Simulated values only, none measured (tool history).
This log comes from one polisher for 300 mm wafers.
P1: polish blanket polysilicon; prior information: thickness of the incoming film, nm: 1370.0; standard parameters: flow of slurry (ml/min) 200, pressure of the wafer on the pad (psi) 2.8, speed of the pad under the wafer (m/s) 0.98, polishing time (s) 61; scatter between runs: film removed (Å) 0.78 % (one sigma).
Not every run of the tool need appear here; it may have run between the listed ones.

run,hour,flow of slurry (ml/min),pressure of the wafer on the pad (psi),speed of the pad under the wafer (m/s),polishing time (s),wafers polished on this pad,hours since the slurry nozzle was cleaned,hours since the head pressure was calibrated,film removed (Å)
1,4.9,200,2.8,0.98,61,210,134.7,103.9,5160.3
2,9.8,120,2.8,0.98,61,256,139.6,108.8,4707.2
3,13.8,200,2.8,0.48,61,293,143.6,112.8,2512.9
4,18.4,200,2.8,0.98,61,336,148.2,117.4,5173.5
5,23.3,200,2.8,1.54,61,381,153.1,122.3,8032.3
6,27,200,1.3,0.98,61,416,156.8,126,2380.6
7,31.7,200,4.1,0.98,61,459,161.5,130.7,7568.9
8,34.8,200,2.8,0.98,87,488,164.6,133.8,7379.2
9,39.4,200,2.8,0.98,61,531,169.2,138.4,5166.7
10,45.5,200,2.8,0.98,61,587,175.3,144.5,5081.2
11,50.1,255,2.8,0.98,61,630,179.9,149.1,5305.6
12,55.3,200,2.8,0.98,38,678,185.1,154.3,3193.3
# hour 55.5: head pressure recalibrated
13,60.5,200,2.8,0.98,61,726,190.3,5.1,5163.7
14,65.3,200,1.9,0.98,28,771,195.1,9.9,1577.9
15,69.2,200,3.5,0.98,43,807,199,13.8,4521.6
16,72.8,120,1.8,0.98,61,841,202.6,17.4,2963.8
17,78.7,200,2.8,0.98,61,895,208.5,23.3,5064.9

Estimate the outcome of run 18 from the log above:
18,83.6,200,2.8,0.98,61,941,213.4,28.2,?

Logged for run 18: film removed (Å) 5051.2.
